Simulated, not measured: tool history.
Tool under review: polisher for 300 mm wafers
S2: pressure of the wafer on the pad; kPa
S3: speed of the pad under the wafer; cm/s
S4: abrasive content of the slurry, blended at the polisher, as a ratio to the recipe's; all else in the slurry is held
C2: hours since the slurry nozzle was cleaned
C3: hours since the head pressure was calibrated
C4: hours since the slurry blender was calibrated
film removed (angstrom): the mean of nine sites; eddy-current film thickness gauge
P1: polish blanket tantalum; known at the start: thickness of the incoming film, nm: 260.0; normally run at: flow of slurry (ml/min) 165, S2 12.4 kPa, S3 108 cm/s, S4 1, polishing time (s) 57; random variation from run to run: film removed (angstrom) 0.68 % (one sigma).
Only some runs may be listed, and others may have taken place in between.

run 1 hour=4.6 | flow_of_slurry_(ml/min)=165 S2=12.4 S3=108 S4=1 polishing_time_(s)=57 | wafers_polished_on_this_pad=604 C2=186.5 C3=301.4 C4=90 | film_removed_(angstrom)=951.15
run 2 hour=7.4 | flow_of_slurry_(ml/min)=240 S2=12.4 S3=108 S4=0.6 polishing_time_(s)=57 | wafers_polished_on_this_pad=643 C2=189.3 C3=304.2 C4=92.8 | film_removed_(angstrom)=834.74
run 3 hour=10.6 | flow_of_slurry_(ml/min)=165 S2=12.4 S3=108 S4=1 polishing_time_(s)=57 | wafers_polished_on_this_pad=687 C2=192.5 C3=307.4 C4=96 | film_removed_(angstrom)=940.73
-- hour=13.4 head pressure recalibrated
run 4 hour=14.9 | flow_of_slurry_(ml/min)=165 S2=12.4 S3=108 S4=1 polishing_time_(s)=83 | wafers_polished_on_this_pad=746 C2=196.8 C3=1.5 C4=100.3 | film_removed_(angstrom)=1379.2
run 5 hour=17.9 | flow_of_slurry_(ml/min)=165 S2=12.4 S3=48 S4=1 polishing_time_(s)=57 | wafers_polished_on_this_pad=787 C2=199.8 C3=4.5 C4=103.3 | film_removed_(angstrom)=422.7
run 6 hour=23.7 | flow_of_slurry_(ml/min)=100 S2=12.4 S3=108 S4=1 polishing_time_(s)=57 | wafers_polished_on_this_pad=867 C2=205.6 C3=10.3 C4=109.1 | film_removed_(angstrom)=854.72
run 7 hour=26.8 | flow_of_slurry_(ml/min)=165 S2=12.4 S3=108 S4=1 polishing_time_(s)=57 | wafers_polished_on_this_pad=909 C2=208.7 C3=13.4 C4=112.2 | film_removed_(angstrom)=948.45
run 8 hour=30.1 | flow_of_slurry_(ml/min)=165 S2=6.9 S3=108 S4=1 polishing_time_(s)=57 | wafers_polished_on_this_pad=954 C2=212 C3=16.7 C4=115.5 | film_removed_(angstrom)=528.53
run 9 hour=34.3 | flow_of_slurry_(ml/min)=105 S2=8.3 S3=108 S4=1 polishing_time_(s)=57 | wafers_polished_on_this_pad=1012 C2=216.2 C3=20.9 C4=119.7 | film_removed_(angstrom)=579.64
run 10 hour=39.4 | flow_of_slurry_(ml/min)=165 S2=12.4 S3=108 S4=1 polishing_time_(s)=29 | wafers_polished_on_this_pad=1082 C2=221.3 C3=26 C4=124.8 | film_removed_(angstrom)=487.58
run 11 hour=45 | flow_of_slurry_(ml/min)=165 S2=12.4 S3=168 S4=1 polishing_time_(s)=57 | wafers_polished_on_this_pad=1159 C2=226.9 C3=31.6 C4=130.4 | film_removed_(angstrom)=1469.2
run 12 hour=50.7 | flow_of_slurry_(ml/min)=165 S2=12.4 S3=108 S4=1 polishing_time_(s)=57 | wafers_polished_on_this_pad=1237 C2=232.6 C3=37.3 C4=136.1 | film_removed_(angstrom)=958.07
-- hour=52.7 slurry blender recalibrated
run 13 hour=55.6 | flow_of_slurry_(ml/min)=245 S2=12.4 S3=108 S4=1 polishing_time_(s)=57 | wafers_polished_on_this_pad=1304 C2=237.5 C3=42.2 C4=3 | film_removed_(angstrom)=992.86
run 14 hour=61.1 | flow_of_slurry_(ml/min)=165 S2=12.4 S3=108 S4=1 polishing_time_(s)=57 | wafers_polished_on_this_pad=1380 C2=243 C3=47.7 C4=8.5 | film_removed_(angstrom)=947.29
run 15 hour=66.2 | flow_of_slurry_(ml/min)=105 S2=12.4 S3=50 S4=1 polishing_time_(s)=57 | wafers_polished_on_this_pad=1450 C2=248.1 C3=52.8 C4=13.6 | film_removed_(angstrom)=400.7
run 16 hour=71 | flow_of_slurry_(ml/min)=165 S2=12.4 S3=108 S4=1 polishing_time_(s)=57 | wafers_polished_on_this_pad=1516 C2=252.9 C3=57.6 C4=18.4 | film_removed_(angstrom)=947.21
run 17 hour=74.1 | flow_of_slurry_(ml/min)=165 S2=12.4 S3=108 S4=0.5 polishing_time_(s)=57 | wafers_polished_on_this_pad=1558 C2=256 C3=60.7 C4=21.5 | film_removed_(angstrom)=736.39
run 18 hour=77.5 | flow_of_slurry_(ml/min)=165 S2=12.4 S3=108 S4=1.35 polishing_time_(s)=57 | wafers_polished_on_this_pad=1605 C2=259.4 C3=64.1 C4=24.9 | film_removed_(angstrom)=1017.8
run 19 hour=81.5 | flow_of_slurry_(ml/min)=165 S2=16.5 S3=108 S4=1 polishing_time_(s)=57 | wafers_polished_on_this_pad=1660 C2=263.4 C3=68.1 C4=28.9 | film_removed_(angstrom)=1253
run 20 hour=85.5 | flow_of_slurry_(ml/min)=165 S2=12.4 S3=108 S4=1 polishing_time_(s)=57 | wafers_polished_on_this_pad=1715 C2=267.4 C3=72.1 C4=32.9 | film_removed_(angstrom)=945.13
run 21 hour=89.4 | flow_of_slurry_(ml/min)=165 S2=12.4 S3=108 S4=1 polishing_time_(s)=57 | wafers_polished_on_this_pad=1768 C2=271.3 C3=76 C4=36.8 | film_removed_(angstrom)=928.04
run 22 hour=94.6 | flow_of_slurry_(ml/min)=165 S2=12.4 S3=108 S4=1 polishing_time_(s)=57 | wafers_polished_on_this_pad=1839 C2=276.5 C3=81.2 C4=42 | film_removed_(angstrom)=894.12
run 23 hour=100.5 | flow_of_slurry_(ml/min)=165 S2=12.4 S3=108 S4=1 polishing_time_(s)=57 | wafers_polished_on_this_pad=1920 C2=282.4 C3=87.1 C4=47.9 | film_removed_(angstrom)=862.16
-- hour=101 slurry nozzle cleaned
-- hour=101.1 head pressure recalibrated
run 24 hour=106.2 | flow_of_slurry_(ml/min)=165 S2=12.4 S3=108 S4=1 polishing_time_(s)=57 | wafers_polished_on_this_pad=1999 C2=5.3 C3=5.1 C4=53.6 | film_removed_(angstrom)=852.66

Expected results for the next run?
run 25 hour=111.6 | flow_of_slurry_(ml/min)=165 S2=12.4 S3=108 S4=1 polishing_time_(s)=57 | wafers_polished_on_this_pad=2073 C2=10.7 C3=10.5 C4=59 | film_removed_(angstrom)=?

{"run 25": {"film removed (angstrom)": 856.18}}
